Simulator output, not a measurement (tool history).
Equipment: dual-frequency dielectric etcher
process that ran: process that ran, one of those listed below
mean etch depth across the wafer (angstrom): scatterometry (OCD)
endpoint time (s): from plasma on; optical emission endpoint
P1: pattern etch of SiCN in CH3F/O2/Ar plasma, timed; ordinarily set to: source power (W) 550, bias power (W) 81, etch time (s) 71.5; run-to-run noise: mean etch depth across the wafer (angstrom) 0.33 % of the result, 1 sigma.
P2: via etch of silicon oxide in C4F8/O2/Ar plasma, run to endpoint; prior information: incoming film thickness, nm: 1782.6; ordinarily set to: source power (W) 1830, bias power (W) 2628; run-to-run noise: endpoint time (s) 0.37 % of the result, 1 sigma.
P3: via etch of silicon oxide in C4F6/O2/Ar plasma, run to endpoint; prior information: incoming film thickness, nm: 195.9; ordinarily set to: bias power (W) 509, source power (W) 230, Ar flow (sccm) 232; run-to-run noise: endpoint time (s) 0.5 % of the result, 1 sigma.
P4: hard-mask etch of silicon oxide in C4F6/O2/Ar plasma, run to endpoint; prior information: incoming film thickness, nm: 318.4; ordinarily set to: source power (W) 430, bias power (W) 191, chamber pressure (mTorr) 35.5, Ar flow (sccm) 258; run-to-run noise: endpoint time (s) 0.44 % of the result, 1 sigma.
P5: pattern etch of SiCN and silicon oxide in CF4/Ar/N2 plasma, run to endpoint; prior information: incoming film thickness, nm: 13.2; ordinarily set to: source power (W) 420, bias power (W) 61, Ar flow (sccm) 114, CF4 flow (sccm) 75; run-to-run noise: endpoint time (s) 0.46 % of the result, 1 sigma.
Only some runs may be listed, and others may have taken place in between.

run   hour  process that ran  source power (W)  bias power (W)  etch time (s)  Ar flow (sccm)  chamber pressure (mTorr)  CF4 flow (sccm)  hours since the last wet clean  hours since the last source power generator calibration  hours since the last bias power generator calibration  mean etch depth across the wafer (angstrom)  endpoint time (s)
  1   14.0                P1               550              81           71.5                                                                                      292.0                                                   1190.0                                                 1380.5                                       311.29
  2   27.2                P3               230             509                            152                                                                      305.2                                                   1203.2                                                 1393.7                                                          47.927
  3   42.1                P3               160             509                            232                                                                      320.1                                                   1218.1                                                 1408.6                                                          57.382
  4   51.6                P2              1830            2024                                                                                                     329.6                                                   1227.6                                                 1418.1                                                         359.930
  5   66.1                P3               230             509                            232                                                                      344.1                                                   1242.1                                                 1432.6                                                          50.423
  6   80.8                P4               430             191                            258                      35.5                                            358.8                                                   1256.8                                                 1447.3                                                         100.080
  7   92.6                P1               550              81           71.5                                                                                      370.6                                                   1268.6                                                 1459.1                                       308.66
  8   99.6                P1               550              81           71.5                                                                                      377.6                                                   1275.6                                                 1466.1                                       312.16
  9  114.6                P2              1830            2628                                                                                                     392.6                                                   1290.6                                                 1481.1                                                         333.840
 10  129.4                P1               550              59           71.5                                                                                      407.4                                                   1305.4                                                 1495.9                                       276.84
     132.9  -- source power generator calibrated
 11  138.1                P4               430             265                            258                      35.5                                            416.1                                                      5.2                                                 1504.6                                                          89.251
 12  146.0                P4               290             191                            258                      35.5                                            424.0                                                     13.1                                                 1512.5                                                         116.570
 13  160.6                P1               370              96           71.5                                                                                      438.6                                                     27.7                                                 1527.1                                       283.83
 14  173.3                P5               420              48                            114                                         75                           451.3                                                     40.4                                                 1539.8                                                          18.707
 15  188.0                P4               430             191                            321                      35.5                                            466.0                                                     55.1                                                 1554.5                                                         102.770
 16  200.6                P5               420              61                            114                                         94                           478.6                                                     67.7                                                 1567.1                                                          16.901
 17  208.5                P5               490              61                            114                                         75                           486.5                                                     75.6                                                 1575.0                                                          15.363
 18  221.1                P4               430             191                            258                      42.5                                            499.1                                                     88.2                                                 1587.6                                                         102.160
 19  228.5                P1               550             110           71.5                                                                                      506.5                                                     95.6                                                 1595.0                                       347.35
 20  235.1                P3               230             649                            232                                                                      513.1                                                    102.2                                                 1601.6                                                          45.691
 21  243.1                P2              2320            2628                                                                                                     521.1                                                    110.2                                                 1609.6                                                         305.440
 22  257.0                P1               550              81           71.5                                                                                      535.0                                                    124.1                                                 1623.5                                       308.34

What does the tool deliver on the next run?
 23  264.2                P3               230             509                            232                                                                      542.2                                                    131.3                                                 1630.7                                                               ?

{"run 23": {"endpoint time (s)": 49.967}}
